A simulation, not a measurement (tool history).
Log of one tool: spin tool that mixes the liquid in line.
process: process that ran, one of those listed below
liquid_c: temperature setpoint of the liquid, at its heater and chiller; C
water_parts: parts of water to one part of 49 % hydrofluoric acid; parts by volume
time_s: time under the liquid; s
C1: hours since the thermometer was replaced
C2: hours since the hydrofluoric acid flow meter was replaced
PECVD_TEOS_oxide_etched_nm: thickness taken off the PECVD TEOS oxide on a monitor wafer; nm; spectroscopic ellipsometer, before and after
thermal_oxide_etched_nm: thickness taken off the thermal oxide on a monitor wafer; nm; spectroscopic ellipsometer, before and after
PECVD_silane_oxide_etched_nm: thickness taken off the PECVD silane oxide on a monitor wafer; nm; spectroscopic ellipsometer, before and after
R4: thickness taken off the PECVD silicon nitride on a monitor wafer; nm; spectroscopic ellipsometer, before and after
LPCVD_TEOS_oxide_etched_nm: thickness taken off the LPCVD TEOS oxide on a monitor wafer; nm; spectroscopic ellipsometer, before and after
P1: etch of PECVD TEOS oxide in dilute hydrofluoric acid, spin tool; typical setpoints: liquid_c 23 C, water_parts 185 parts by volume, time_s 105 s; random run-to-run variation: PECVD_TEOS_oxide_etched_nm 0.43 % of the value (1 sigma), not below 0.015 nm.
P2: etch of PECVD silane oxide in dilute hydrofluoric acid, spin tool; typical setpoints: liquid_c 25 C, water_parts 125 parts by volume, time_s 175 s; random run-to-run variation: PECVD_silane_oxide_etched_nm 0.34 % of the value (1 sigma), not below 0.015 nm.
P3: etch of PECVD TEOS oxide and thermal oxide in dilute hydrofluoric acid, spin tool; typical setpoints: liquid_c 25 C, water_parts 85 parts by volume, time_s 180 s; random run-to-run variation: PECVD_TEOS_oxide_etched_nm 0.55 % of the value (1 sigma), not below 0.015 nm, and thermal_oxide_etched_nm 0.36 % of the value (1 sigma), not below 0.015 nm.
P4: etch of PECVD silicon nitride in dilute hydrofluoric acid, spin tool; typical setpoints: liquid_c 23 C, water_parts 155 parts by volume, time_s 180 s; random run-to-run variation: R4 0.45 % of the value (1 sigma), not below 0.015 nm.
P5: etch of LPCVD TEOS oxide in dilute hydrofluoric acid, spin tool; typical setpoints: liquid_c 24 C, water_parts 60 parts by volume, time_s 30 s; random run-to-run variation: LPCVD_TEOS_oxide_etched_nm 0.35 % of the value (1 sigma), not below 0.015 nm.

Run 1, hour 2.3: process P1, liquid_c 23 C, water_parts 185 parts by volume, time_s 105 s; C1 366.4; C2 91.9. Result: PECVD_TEOS_oxide_etched_nm 4.7293 nm.
Run 2, hour 6.8: process P1, liquid_c 23 C, water_parts 185 parts by volume, time_s 105 s; C1 370.9; C2 96.4. Result: PECVD_TEOS_oxide_etched_nm 4.7895 nm.
Run 3, hour 10.6: process P3, liquid_c 25 C, water_parts 85 parts by volume, time_s 180 s; C1 374.7; C2 100.2. Result: PECVD_TEOS_oxide_etched_nm 41.417 nm, thermal_oxide_etched_nm 10.701 nm.
Run 4, hour 15.8: process P2, liquid_c 25 C, water_parts 220 parts by volume, time_s 175 s; C1 379.9; C2 105.4. Result: PECVD_silane_oxide_etched_nm 11.041 nm.
Run 5, hour 19.6: process P2, liquid_c 19 C, water_parts 125 parts by volume, time_s 175 s; C1 383.7; C2 109.2. Result: PECVD_silane_oxide_etched_nm 17.043 nm.
Run 6, hour 24.7: process P4, liquid_c 18.5 C, water_parts 155 parts by volume, time_s 180 s; C1 388.8; C2 114.3. Result: R4 4.1877 nm.
Run 7, hour 26.9: process P1, liquid_c 23 C, water_parts 185 parts by volume, time_s 175 s; C1 391; C2 116.5. Result: PECVD_TEOS_oxide_etched_nm 7.8951 nm.
Run 8, hour 29.4: process P3, liquid_c 18 C, water_parts 85 parts by volume, time_s 180 s; C1 393.5; C2 119. Result: PECVD_TEOS_oxide_etched_nm 31.425 nm, thermal_oxide_etched_nm 8.0783 nm.
Run 9, hour 33.2: process P3, liquid_c 25 C, water_parts 135 parts by volume, time_s 180 s; C1 397.3; C2 122.8. Result: PECVD_TEOS_oxide_etched_nm 24.531 nm, thermal_oxide_etched_nm 6.322 nm.
Run 10, hour 37.1: process P2, liquid_c 25 C, water_parts 125 parts by volume, time_s 175 s; C1 401.2; C2 126.7. Result: PECVD_silane_oxide_etched_nm 21.675 nm.
Run 11, hour 40.3: process P4, liquid_c 23 C, water_parts 155 parts by volume, time_s 15 s; C1 404.4; C2 129.9. Result: R4 0.4795 nm.
Run 12, hour 43.9: process P3, liquid_c 25 C, water_parts 85 parts by volume, time_s 15 s; C1 408; C2 133.5. Result: PECVD_TEOS_oxide_etched_nm 3.4604 nm, thermal_oxide_etched_nm 0.88366 nm.
Run 13, hour 47.7: process P5, liquid_c 24 C, water_parts 60 parts by volume, time_s 30 s; C1 411.8; C2 137.3. Result: LPCVD_TEOS_oxide_etched_nm 16.847 nm.
Run 14, hour 51.1: process P5, liquid_c 24 C, water_parts 60 parts by volume, time_s 50 s; C1 415.2; C2 140.7. Result: LPCVD_TEOS_oxide_etched_nm 27.899 nm.
Run 15, hour 53.4: process P1, liquid_c 23 C, water_parts 185 parts by volume, time_s 105 s; C1 417.5; C2 143. Result: PECVD_TEOS_oxide_etched_nm 4.8022 nm.
Run 16, hour 57.8: process P1, liquid_c 23 C, water_parts 320 parts by volume, time_s 20 s; C1 421.9; C2 147.4. Result: PECVD_TEOS_oxide_etched_nm 0.46736 nm.
Run 17, hour 61.8: process P4, liquid_c 23 C, water_parts 275 parts by volume, time_s 180 s; C1 425.9; C2 151.4. Result: R4 3.1771 nm.
Run 18, hour 66.3: process P1, liquid_c 29.5 C, water_parts 185 parts by volume, time_s 105 s; C1 430.4; C2 155.9. Result: PECVD_TEOS_oxide_etched_nm 6.0844 nm.
Run 19, hour 68.7: process P1, liquid_c 23 C, water_parts 185 parts by volume, time_s 35 s; C1 432.8; C2 158.3. Result: PECVD_TEOS_oxide_etched_nm 1.5789 nm.
Run 20, hour 72.8: process P1, liquid_c 23 C, water_parts 300 parts by volume, time_s 105 s; C1 436.9; C2 162.4. Result: PECVD_TEOS_oxide_etched_nm 2.6154 nm.
Run 21, hour 76.5: process P1, liquid_c 23 C, water_parts 185 parts by volume, time_s 105 s; C1 440.6; C2 166.1. Result: PECVD_TEOS_oxide_etched_nm 4.7372 nm.
Run 22, hour 79.3: process P5, liquid_c 30.5 C, water_parts 60 parts by volume, time_s 30 s; C1 443.4; C2 168.9. Result: LPCVD_TEOS_oxide_etched_nm 21.843 nm.
Run 23, hour 84.5: process P2, liquid_c 25 C, water_parts 125 parts by volume, time_s 345 s; C1 448.6; C2 174.1. Result: PECVD_silane_oxide_etched_nm 42.771 nm.
Run 24, hour 88.4: process P5, liquid_c 24 C, water_parts 110 parts by volume, time_s 30 s; C1 452.5; C2 178. Result: LPCVD_TEOS_oxide_etched_nm 8.6049 nm.
Run 25, hour 92.2: process P4, liquid_c 23 C, water_parts 155 parts by volume, time_s 180 s; C1 456.3; C2 181.8. Result: R4 5.6097 nm.
Run 26, hour 95.1: process P1, liquid_c 18.5 C, water_parts 185 parts by volume, time_s 105 s; C1 459.2; C2 184.7. Result: PECVD_TEOS_oxide_etched_nm 4.0295 nm.
Run 27, hour 99.7: process P1, liquid_c 23 C, water_parts 95 parts by volume, time_s 105 s; C1 463.8; C2 189.3. Result: PECVD_TEOS_oxide_etched_nm 10.309 nm.
Run 28, hour 102.5: process P1, liquid_c 23 C, water_parts 185 parts by volume, time_s 105 s; C1 466.6; C2 192.1. Result: PECVD_TEOS_oxide_etched_nm 4.8215 nm.
Run 29, hour 105.5: process P4, liquid_c 23 C, water_parts 155 parts by volume, time_s 180 s; C1 469.6; C2 195.1. Result: R4 5.6473 nm.
Run 30, hour 108.4: process P1, liquid_c 23 C, water_parts 185 parts by volume, time_s 105 s; C1 472.5; C2 198. Result: PECVD_TEOS_oxide_etched_nm 4.789 nm.
Run 31, hour 113.4: process P1, liquid_c 23 C, water_parts 185 parts by volume, time_s 105 s; C1 477.5; C2 203. Result: PECVD_TEOS_oxide_etched_nm 4.5324 nm.
Run 32, hour 116: process P1, liquid_c 23 C, water_parts 185 parts by volume, time_s 105 s; C1 480.1; C2 205.6. Result: PECVD_TEOS_oxide_etched_nm 4.5177 nm.
Run 33, hour 118.8: process P1, liquid_c 23 C, water_parts 185 parts by volume, time_s 105 s; C1 482.9; C2 208.4. Result: PECVD_TEOS_oxide_etched_nm 4.4582 nm.
Run 34, hour 122.9: process P1, liquid_c 23 C, water_parts 185 parts by volume, time_s 105 s; C1 487; C2 212.5. Result: PECVD_TEOS_oxide_etched_nm 4.415 nm.
Run 35, hour 127.1: process P1, liquid_c 23 C, water_parts 185 parts by volume, time_s 105 s; C1 491.2; C2 216.7. Result: PECVD_TEOS_oxide_etched_nm 4.4866 nm.
Run 36, hour 131.4: process P1, liquid_c 23 C, water_parts 185 parts by volume, time_s 105 s; C1 495.5; C2 221. Result: PECVD_TEOS_oxide_etched_nm 4.4108 nm.

Something has made what P1 gives creep away from where it was; the 2 causes below, each at its own stated size, fit the log equally well:
A: hydrofluoric acid flow below the setpoint (%) = 6.12
B: liquid colder than its thermometer reads (K) = 2
The creep began at about hour 108.4.

Question marks stand in for the results of the 4 check runs listed below, each run on one wafer. Under which run would the listed causes show clearly different results?
Run check 1, hour 135.7: process P5, liquid_c 30 C, water_parts 95 parts by volume, time_s 30 s. Result: LPCVD_TEOS_oxide_etched_nm ?.
Run check 2, hour 135.7: process P3, liquid_c 25 C, water_parts 120 parts by volume, time_s 35 s. Result: PECVD_TEOS_oxide_etched_nm ?, thermal_oxide_etched_nm ?.
Run check 3, hour 135.7: process P2, liquid_c 25 C, water_parts 220 parts by volume, time_s 310 s. Result: PECVD_silane_oxide_etched_nm ?.
Run check 4, hour 135.7: process P4, liquid_c 23 C, water_parts 225 parts by volume, time_s 110 s. Result: R4 ?.

What each check would give under each cause:
  check                        result    if A    if B
check 1    LPCVD_TEOS_oxide_etched_nm  11.947  11.898
check 2    PECVD_TEOS_oxide_etched_nm  5.1198  5.0918
check 2       thermal_oxide_etched_nm  1.3142   1.307
check 3  PECVD_silane_oxide_etched_nm  18.155  18.255
check 4                            R4   2.217  2.0764
How far apart the two closest causes lie, in the result that separates them most: check 1 0.41 %; check 2 0.55 %; check 3 0.55 %; check 4 6.55 %
The other checks would show nearly matching results whichever cause is true, so check 4 is the only one that separates the causes.

After running check 4, the following was obtained: R4 2.0707 nm. Which cause does this point to?

B is the cause: liquid colder than its thermometer reads (K).
